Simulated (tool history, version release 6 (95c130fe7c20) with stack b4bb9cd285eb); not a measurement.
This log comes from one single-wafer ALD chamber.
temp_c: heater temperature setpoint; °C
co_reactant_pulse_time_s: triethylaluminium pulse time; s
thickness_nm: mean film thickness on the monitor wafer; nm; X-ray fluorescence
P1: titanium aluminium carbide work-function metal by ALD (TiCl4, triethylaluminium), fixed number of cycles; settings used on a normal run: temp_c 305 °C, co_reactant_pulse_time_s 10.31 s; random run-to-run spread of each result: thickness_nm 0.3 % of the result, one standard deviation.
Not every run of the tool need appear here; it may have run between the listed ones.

Run 1, hour 4.5: temp_c 305 °C, co_reactant_pulse_time_s 10.31 s. Result: thickness_nm 2.0950 nm.
Run 2, hour 8.5: temp_c 305 °C, co_reactant_pulse_time_s 10.31 s. Result: thickness_nm 2.1065 nm.
Run 3, hour 15.8: temp_c 305 °C, co_reactant_pulse_time_s 4.35 s. Result: thickness_nm 1.6691 nm.
Run 4, hour 20.7: temp_c 305 °C, co_reactant_pulse_time_s 10.31 s. Result: thickness_nm 2.0960 nm.
Run 5, hour 24.5: temp_c 305 °C, co_reactant_pulse_time_s 10.31 s. Result: thickness_nm 2.0958 nm.
Run 6, hour 29.3: temp_c 305 °C, co_reactant_pulse_time_s 10.31 s. Result: thickness_nm 2.0877 nm.
Run 7, hour 34.8: temp_c 330 °C, co_reactant_pulse_time_s 10.31 s. Result: thickness_nm 2.3226 nm.
Run 8, hour 38.6: temp_c 282 °C, co_reactant_pulse_time_s 10.31 s. Result: thickness_nm 1.8807 nm.
Run 9, hour 46.1: temp_c 305 °C, co_reactant_pulse_time_s 10.31 s. Result: thickness_nm 2.0916 nm.
At hour 49.8: thermocouple changed; heater temperature recalibrated.
Run 10, hour 52.3: temp_c 322 °C, co_reactant_pulse_time_s 13.21 s. Result: thickness_nm 2.2770 nm.
At hour 57.8: triethylaluminium bottle replaced.
Run 11, hour 58.9: temp_c 315 °C, co_reactant_pulse_time_s 6.18 s. Result: thickness_nm 1.9752 nm.
Run 12, hour 66.4: temp_c 293 °C, co_reactant_pulse_time_s 5.09 s. Result: thickness_nm 1.6853 nm.
Run 13, hour 74.0: temp_c 305 °C, co_reactant_pulse_time_s 15.20 s. Result: thickness_nm 2.1387 nm.
Run 14, hour 80.9: temp_c 305 °C, co_reactant_pulse_time_s 10.31 s. Result: thickness_nm 2.0953 nm.

Run 15 has not been measured yet. What should we expect?
Run 15, hour 85.9: temp_c 305 °C, co_reactant_pulse_time_s 10.31 s. Result: thickness_nm ?.

{"run 15": {"thickness_nm": 2.0984}}

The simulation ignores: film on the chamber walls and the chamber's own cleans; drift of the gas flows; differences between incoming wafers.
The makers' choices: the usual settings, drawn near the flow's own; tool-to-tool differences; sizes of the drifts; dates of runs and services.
